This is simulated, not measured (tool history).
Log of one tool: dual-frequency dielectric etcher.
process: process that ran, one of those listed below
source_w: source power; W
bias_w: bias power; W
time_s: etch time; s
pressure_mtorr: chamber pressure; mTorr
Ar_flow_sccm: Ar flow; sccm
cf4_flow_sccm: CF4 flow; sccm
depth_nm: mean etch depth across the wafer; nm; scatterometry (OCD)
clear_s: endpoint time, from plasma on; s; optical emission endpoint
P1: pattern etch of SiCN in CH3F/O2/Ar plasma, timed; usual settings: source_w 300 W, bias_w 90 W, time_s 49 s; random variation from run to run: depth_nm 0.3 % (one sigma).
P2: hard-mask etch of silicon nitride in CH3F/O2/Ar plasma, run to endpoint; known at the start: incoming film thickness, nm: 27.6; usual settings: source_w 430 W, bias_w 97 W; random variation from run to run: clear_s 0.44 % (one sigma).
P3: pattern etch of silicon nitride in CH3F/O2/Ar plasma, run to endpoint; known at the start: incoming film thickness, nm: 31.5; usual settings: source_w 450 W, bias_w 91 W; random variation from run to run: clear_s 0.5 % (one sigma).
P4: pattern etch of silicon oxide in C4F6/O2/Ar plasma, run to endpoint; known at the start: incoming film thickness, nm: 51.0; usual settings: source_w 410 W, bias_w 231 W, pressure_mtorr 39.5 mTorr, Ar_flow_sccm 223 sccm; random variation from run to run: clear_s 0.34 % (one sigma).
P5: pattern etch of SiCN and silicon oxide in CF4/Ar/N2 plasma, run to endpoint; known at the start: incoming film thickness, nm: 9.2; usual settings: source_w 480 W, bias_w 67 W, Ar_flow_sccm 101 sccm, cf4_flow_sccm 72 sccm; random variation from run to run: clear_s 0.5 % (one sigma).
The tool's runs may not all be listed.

{"run": 1, "hour": 10.6, "process": "P1", "source_w": 300, "bias_w": 90, "time_s": 49, "depth_nm": 17.905}
{"run": 2, "hour": 30.0, "process": "P1", "source_w": 300, "bias_w": 90, "time_s": 49, "depth_nm": 17.892}
{"run": 3, "hour": 40.3, "process": "P2", "source_w": 430, "bias_w": 97, "clear_s": 34.973}
{"run": 4, "hour": 57.1, "process": "P1", "source_w": 300, "bias_w": 90, "time_s": 27, "depth_nm": 9.859}
{"run": 5, "hour": 69.2, "process": "P1", "source_w": 300, "bias_w": 90, "time_s": 49, "depth_nm": 17.938}
{"run": 6, "hour": 83.0, "process": "P1", "source_w": 300, "bias_w": 90, "time_s": 49, "depth_nm": 17.966}
{"run": 7, "hour": 94.8, "process": "P4", "source_w": 410, "bias_w": 231, "pressure_mtorr": 39.5, "Ar_flow_sccm": 223, "clear_s": 14.649}
{"run": 8, "hour": 108.3, "process": "P3", "source_w": 450, "bias_w": 109, "clear_s": 37.559}
{"run": 9, "hour": 117.2, "process": "P1", "source_w": 300, "bias_w": 90, "time_s": 49, "depth_nm": 17.889}
{"run": 10, "hour": 131.0, "process": "P1", "source_w": 300, "bias_w": 55, "time_s": 49, "depth_nm": 14.919}
{"run": 11, "hour": 149.9, "process": "P1", "source_w": 300, "bias_w": 90, "time_s": 49, "depth_nm": 17.898}
{"run": 12, "hour": 165.7, "process": "P1", "source_w": 180, "bias_w": 90, "time_s": 49, "depth_nm": 14.803}
{"run": 13, "hour": 184.7, "process": "P5", "source_w": 480, "bias_w": 50, "Ar_flow_sccm": 101, "cf4_flow_sccm": 72, "clear_s": 11.169}
{"run": 14, "hour": 197.5, "process": "P5", "source_w": 480, "bias_w": 67, "Ar_flow_sccm": 101, "cf4_flow_sccm": 72, "clear_s": 10.247}
{"run": 15, "hour": 215.4, "process": "P2", "source_w": 430, "bias_w": 97, "clear_s": 34.945}
{"run": 16, "hour": 230.0, "process": "P5", "source_w": 480, "bias_w": 67, "Ar_flow_sccm": 101, "cf4_flow_sccm": 50, "clear_s": 10.767}
{"run": 17, "hour": 244.2, "process": "P1", "source_w": 300, "bias_w": 90, "time_s": 49, "depth_nm": 17.834}
{"run": 18, "hour": 258.6, "process": "P3", "source_w": 450, "bias_w": 91, "clear_s": 39.912}
{"run": 19, "hour": 267.4, "process": "P5", "source_w": 480, "bias_w": 67, "Ar_flow_sccm": 129, "cf4_flow_sccm": 72, "clear_s": 10.598}
{"run": 20, "hour": 279.7, "process": "P4", "source_w": 550, "bias_w": 231, "pressure_mtorr": 39.5, "Ar_flow_sccm": 223, "clear_s": 12.946}
{"run": 21, "hour": 289.9, "process": "P1", "source_w": 300, "bias_w": 108, "time_s": 49, "depth_nm": 19.206}
{"run": 22, "hour": 299.4, "process": "P4", "source_w": 410, "bias_w": 231, "pressure_mtorr": 39.5, "Ar_flow_sccm": 178, "clear_s": 14.203}
{"run": 23, "hour": 311.1, "process": "P5", "source_w": 480, "bias_w": 67, "Ar_flow_sccm": 101, "cf4_flow_sccm": 72, "clear_s": 10.302}
{"run": 24, "hour": 320.8, "process": "P2", "source_w": 430, "bias_w": 129, "clear_s": 31.51}
{"run": 25, "hour": 329.7, "process": "P3", "source_w": 320, "bias_w": 91, "clear_s": 45.62}
{"run": 26, "hour": 346.3, "process": "P1", "source_w": 390, "bias_w": 90, "time_s": 49, "depth_nm": 19.591}
{"run": 27, "hour": 363.4, "process": "P5", "source_w": 340, "bias_w": 67, "Ar_flow_sccm": 101, "cf4_flow_sccm": 72, "clear_s": 13.8}

Forecast run 28:
{"run": 28, "hour": 377.9, "process": "P2", "source_w": 610, "bias_w": 97, "clear_s": "?"}

clear_s: 30.737 s
